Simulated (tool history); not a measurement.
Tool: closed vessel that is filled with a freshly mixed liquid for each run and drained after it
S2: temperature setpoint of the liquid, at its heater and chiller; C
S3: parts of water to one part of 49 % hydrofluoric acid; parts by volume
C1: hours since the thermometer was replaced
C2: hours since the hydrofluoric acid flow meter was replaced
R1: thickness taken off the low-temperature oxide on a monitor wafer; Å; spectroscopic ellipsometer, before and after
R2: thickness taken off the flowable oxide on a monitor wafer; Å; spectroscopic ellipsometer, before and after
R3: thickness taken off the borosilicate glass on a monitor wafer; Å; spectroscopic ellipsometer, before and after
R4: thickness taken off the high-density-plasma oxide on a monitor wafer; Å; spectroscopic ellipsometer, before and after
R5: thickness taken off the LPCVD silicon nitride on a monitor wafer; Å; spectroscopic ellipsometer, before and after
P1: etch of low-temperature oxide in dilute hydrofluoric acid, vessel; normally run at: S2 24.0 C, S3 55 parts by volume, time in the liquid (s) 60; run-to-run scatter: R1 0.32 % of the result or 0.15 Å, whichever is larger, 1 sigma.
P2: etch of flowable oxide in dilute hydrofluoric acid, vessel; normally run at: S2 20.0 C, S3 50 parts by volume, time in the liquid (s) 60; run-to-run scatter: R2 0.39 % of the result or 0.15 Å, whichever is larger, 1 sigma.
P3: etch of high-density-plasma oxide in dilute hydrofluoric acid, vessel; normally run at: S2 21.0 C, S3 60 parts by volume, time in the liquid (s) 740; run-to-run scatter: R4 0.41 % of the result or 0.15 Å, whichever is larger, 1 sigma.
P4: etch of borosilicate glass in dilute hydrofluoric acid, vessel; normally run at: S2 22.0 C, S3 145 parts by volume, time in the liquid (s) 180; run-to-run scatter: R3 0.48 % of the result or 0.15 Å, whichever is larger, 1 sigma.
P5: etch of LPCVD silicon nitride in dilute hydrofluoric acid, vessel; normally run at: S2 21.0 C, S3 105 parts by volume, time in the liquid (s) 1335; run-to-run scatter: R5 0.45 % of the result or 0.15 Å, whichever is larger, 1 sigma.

{"run": 1, "hour": 9.2, "process that ran": "P1", "S2": 24.0, "S3": 55, "time in the liquid (s)": 60, "C1": 1161.3, "C2": 1241.1, "R1": 308.59}
{"run": 2, "hour": 20.1, "process that ran": "P2", "S2": 26.5, "S3": 50, "time in the liquid (s)": 60, "C1": 1172.2, "C2": 1252.0, "R2": 538.9}
{"run": 3, "hour": 28.3, "process that ran": "P1", "S2": 24.0, "S3": 55, "time in the liquid (s)": 60, "C1": 1180.4, "C2": 1260.2, "R1": 310.29}
{"run": 4, "hour": 42.9, "process that ran": "P2", "S2": 20.0, "S3": 50, "time in the liquid (s)": 30, "C1": 1195.0, "C2": 1274.8, "R2": 205.75}
{"run": 5, "hour": 53.7, "process that ran": "P4", "S2": 22.0, "S3": 145, "time in the liquid (s)": 270, "C1": 1205.8, "C2": 1285.6, "R3": 499.76}
{"run": 6, "hour": 63.6, "process that ran": "P2", "S2": 20.0, "S3": 50, "time in the liquid (s)": 60, "C1": 1215.7, "C2": 1295.5, "R2": 413.69}
{"run": 7, "hour": 76.0, "process that ran": "P4", "S2": 26.5, "S3": 145, "time in the liquid (s)": 180, "C1": 1228.1, "C2": 1307.9, "R3": 393.58}
{"run": 8, "hour": 89.3, "process that ran": "P3", "S2": 21.0, "S3": 20, "time in the liquid (s)": 740, "C1": 1241.4, "C2": 1321.2, "R4": 1923.3}
{"run": 9, "hour": 96.6, "process that ran": "P1", "S2": 17.0, "S3": 55, "time in the liquid (s)": 95, "C1": 1248.7, "C2": 1328.5, "R1": 366.72}
{"run": 10, "hour": 109.8, "process that ran": "P1", "S2": 24.0, "S3": 55, "time in the liquid (s)": 60, "C1": 1261.9, "C2": 1341.7, "R1": 309.74}
{"run": 11, "hour": 118.2, "process that ran": "P4", "S2": 22.0, "S3": 145, "time in the liquid (s)": 180, "C1": 1270.3, "C2": 1350.1, "R3": 336.97}
{"run": 12, "hour": 131.3, "process that ran": "P1", "S2": 24.0, "S3": 55, "time in the liquid (s)": 60, "C1": 1283.4, "C2": 1363.2, "R1": 309.13}
{"run": 13, "hour": 140.3, "process that ran": "P5", "S2": 21.0, "S3": 105, "time in the liquid (s)": 2370, "C1": 1292.4, "C2": 1372.2, "R5": 99.424}
{"run": 14, "hour": 148.3, "process that ran": "P4", "S2": 22.0, "S3": 65, "time in the liquid (s)": 180, "C1": 1300.4, "C2": 1380.2, "R3": 822.31}
{"run": 15, "hour": 157.5, "process that ran": "P1", "S2": 24.0, "S3": 55, "time in the liquid (s)": 105, "C1": 1309.6, "C2": 1389.4, "R1": 539.17}
{"run": 16, "hour": 169.0, "process that ran": "P1", "S2": 24.0, "S3": 75, "time in the liquid (s)": 60, "C1": 1321.1, "C2": 1400.9, "R1": 222.05}
{"run": 17, "hour": 179.2, "process that ran": "P1", "S2": 24.0, "S3": 55, "time in the liquid (s)": 60, "C1": 1331.3, "C2": 1411.1, "R1": 310.22}
{"run": 18, "hour": 192.6, "process that ran": "P1", "S2": 19.5, "S3": 100, "time in the liquid (s)": 60, "C1": 1344.7, "C2": 1424.5, "R1": 134.59}
{"run": 19, "hour": 205.1, "process that ran": "P3", "S2": 21.0, "S3": 60, "time in the liquid (s)": 740, "C1": 1357.2, "C2": 1437.0, "R4": 605.07}
{"run": 20, "hour": 219.5, "process that ran": "P2", "S2": 20.0, "S3": 20, "time in the liquid (s)": 60, "C1": 1371.6, "C2": 1451.4, "R2": 1070.2}
{"run": 21, "hour": 231.2, "process that ran": "P5", "S2": 21.0, "S3": 105, "time in the liquid (s)": 1335, "C1": 1383.3, "C2": 1463.1, "R5": 55.831}
{"run": 22, "hour": 240.3, "process that ran": "P1", "S2": 17.0, "S3": 55, "time in the liquid (s)": 60, "C1": 1392.4, "C2": 1472.2, "R1": 230.83}
{"run": 23, "hour": 254.2, "process that ran": "P1", "S2": 24.0, "S3": 55, "time in the liquid (s)": 30, "C1": 1406.3, "C2": 1486.1, "R1": 155.88}
{"run": 24, "hour": 268.7, "process that ran": "P3", "S2": 21.0, "S3": 60, "time in the liquid (s)": 740, "C1": 1420.8, "C2": 1500.6, "R4": 609.18}
{"run": 25, "hour": 278.0, "process that ran": "P3", "S2": 21.0, "S3": 60, "time in the liquid (s)": 30, "C1": 1430.1, "C2": 1509.9, "R4": 24.634}
{"run": 26, "hour": 288.5, "process that ran": "P1", "S2": 24.0, "S3": 20, "time in the liquid (s)": 60, "C1": 1440.6, "C2": 1520.4, "R1": 893.57}
{"run": 27, "hour": 301.5, "process that ran": "P1", "S2": 24.0, "S3": 55, "time in the liquid (s)": 60, "C1": 1453.6, "C2": 1533.4, "R1": 308.87}
{"run": 28, "hour": 310.2, "process that ran": "P1", "S2": 31.0, "S3": 55, "time in the liquid (s)": 60, "C1": 1462.3, "C2": 1542.1, "R1": 410.97}
{"run": 29, "hour": 317.0, "process that ran": "P1", "S2": 24.0, "S3": 55, "time in the liquid (s)": 60, "C1": 1469.1, "C2": 1548.9, "R1": 309.97}
{"run": 30, "hour": 331.7, "process that ran": "P5", "S2": 17.0, "S3": 105, "time in the liquid (s)": 1335, "C1": 1483.8, "C2": 1563.6, "R5": 42.186}
{"run": 31, "hour": 346.9, "process that ran": "P3", "S2": 26.0, "S3": 60, "time in the liquid (s)": 740, "C1": 1499.0, "C2": 1578.8, "R4": 750.8}
{"run": 32, "hour": 359.6, "process that ran": "P5", "S2": 21.0, "S3": 40, "time in the liquid (s)": 1335, "C1": 1511.7, "C2": 1591.5, "R5": 143.59}
{"run": 33, "hour": 369.7, "process that ran": "P1", "S2": 24.0, "S3": 55, "time in the liquid (s)": 60, "C1": 1521.8, "C2": 1601.6, "R1": 311.2}
{"run": 34, "hour": 377.1, "process that ran": "P1", "S2": 24.0, "S3": 55, "time in the liquid (s)": 60, "C1": 1529.2, "C2": 1609.0, "R1": 321.02}
{"run": 35, "hour": 391.7, "process that ran": "P1", "S2": 24.0, "S3": 55, "time in the liquid (s)": 60, "C1": 1543.8, "C2": 1623.6, "R1": 330.89}
{"run": 36, "hour": 399.4, "process that ran": "P1", "S2": 24.0, "S3": 55, "time in the liquid (s)": 60, "C1": 1551.5, "C2": 1631.3, "R1": 330.83}
{"run": 37, "hour": 410.5, "process that ran": "P1", "S2": 24.0, "S3": 55, "time in the liquid (s)": 60, "C1": 1562.6, "C2": 1642.4, "R1": 333.02}
{"run": 38, "hour": 418.8, "process that ran": "P1", "S2": 24.0, "S3": 55, "time in the liquid (s)": 60, "C1": 1570.9, "C2": 1650.7, "R1": 334.01}
{"run": 39, "hour": 430.2, "process that ran": "P1", "S2": 24.0, "S3": 55, "time in the liquid (s)": 60, "C1": 1582.3, "C2": 1662.1, "R1": 336.52}

What P1 gives has crept away from where it was. These 2 causes fit the log equally well, each at the size given:
A: hydrofluoric acid flow above the setpoint (%) = 7.6
B: liquid hotter than its thermometer reads (K) = 1.93
The creep began at about hour 369.7.

4 check runs are offered, one wafer each, their results left as question marks. Which one tells the causes apart?
{"run": "check 1", "hour": 441.6, "process that ran": "P3", "S2": 25.0, "S3": 60, "time in the liquid (s)": 740, "R4": "?"}
{"run": "check 2", "hour": 441.6, "process that ran": "P5", "S2": 17.0, "S3": 105, "time in the liquid (s)": 1335, "R5": "?"}
{"run": "check 3", "hour": 441.6, "process that ran": "P4", "S2": 22.0, "S3": 100, "time in the liquid (s)": 180, "R3": "?"}
{"run": "check 4", "hour": 441.6, "process that ran": "P2", "S2": 24.5, "S3": 30, "time in the liquid (s)": 60, "R2": "?"}

What each check would give under each cause:
check=check_1 result=R4 if_A=778.580 if_B=777.460
check=check_2 result=R5 if_A=45.643 if_B=48.581
check=check_3 result=R3 if_A=555.08 if_B=552.67
check=check_4 result=R2 if_A=919.38 if_B=922.79
How far apart the two closest causes lie, in the result that separates them most: check 1 0.14 %; check 2 6.24 %; check 3 0.43 %; check 4 0.37 %
Only check 2 tells the causes apart: in the others they would give nearly the same result.

Then check 2 was run and gave: R5 45.642 Å. Which cause is it?

It is A: hydrofluoric acid flow above the setpoint (%).
